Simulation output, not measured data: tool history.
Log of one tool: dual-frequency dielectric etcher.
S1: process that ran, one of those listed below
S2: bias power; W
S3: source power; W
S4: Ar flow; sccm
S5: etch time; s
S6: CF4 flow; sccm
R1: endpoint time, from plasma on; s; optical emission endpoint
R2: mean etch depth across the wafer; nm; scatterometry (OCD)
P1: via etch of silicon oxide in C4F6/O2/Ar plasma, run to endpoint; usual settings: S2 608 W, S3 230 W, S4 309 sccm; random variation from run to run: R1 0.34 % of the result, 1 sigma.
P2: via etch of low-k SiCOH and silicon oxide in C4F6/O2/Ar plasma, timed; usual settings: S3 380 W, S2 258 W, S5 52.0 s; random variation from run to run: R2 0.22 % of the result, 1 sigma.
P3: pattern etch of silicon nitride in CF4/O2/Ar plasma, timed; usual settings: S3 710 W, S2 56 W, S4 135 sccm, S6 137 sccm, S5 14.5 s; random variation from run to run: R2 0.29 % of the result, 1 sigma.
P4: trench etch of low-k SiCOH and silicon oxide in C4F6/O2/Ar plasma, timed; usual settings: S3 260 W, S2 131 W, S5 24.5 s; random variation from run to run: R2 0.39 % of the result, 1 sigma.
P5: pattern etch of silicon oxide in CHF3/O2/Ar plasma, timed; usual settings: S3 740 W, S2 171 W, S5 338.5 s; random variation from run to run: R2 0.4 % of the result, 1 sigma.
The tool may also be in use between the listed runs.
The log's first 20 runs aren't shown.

run 21 hour=145.0 | S1=P3 S2=75 S3=710 S4=135 S5=14.5 S6=137 | R2=42.663
run 22 hour=149.6 | S1=P5 S2=124 S3=740 S5=338.5 | R2=643.730
run 23 hour=158.4 | S1=P1 S2=384 S3=230 S4=309 | R1=20.943
run 24 hour=163.3 | S1=P1 S2=608 S3=230 S4=309 | R1=17.485
run 25 hour=169.5 | S1=P1 S2=608 S3=230 S4=235 | R1=16.910
run 26 hour=174.1 | S1=P1 S2=379 S3=160 S4=309 | R1=23.971
run 27 hour=181.9 | S1=P4 S2=131 S3=260 S5=24.5 | R2=56.080
run 28 hour=188.9 | S1=P4 S2=131 S3=260 S5=18.5 | R2=42.705
run 29 hour=197.5 | S1=P1 S2=608 S3=230 S4=309 | R1=17.563
run 30 hour=205.6 | S1=P5 S2=171 S3=920 S5=338.5 | R2=783.380
run 31 hour=213.5 | S1=P2 S2=258 S3=280 S5=52.0 | R2=129.730
run 32 hour=219.1 | S1=P1 S2=608 S3=170 S4=309 | R1=19.649
run 33 hour=227.3 | S1=P4 S2=131 S3=260 S5=24.5 | R2=56.475

The next listed run, before its measurement:
run 34 hour=233.4 | S1=P1 S2=608 S3=230 S4=309 | R1=?

Run 34 gave R1 17.571 s.
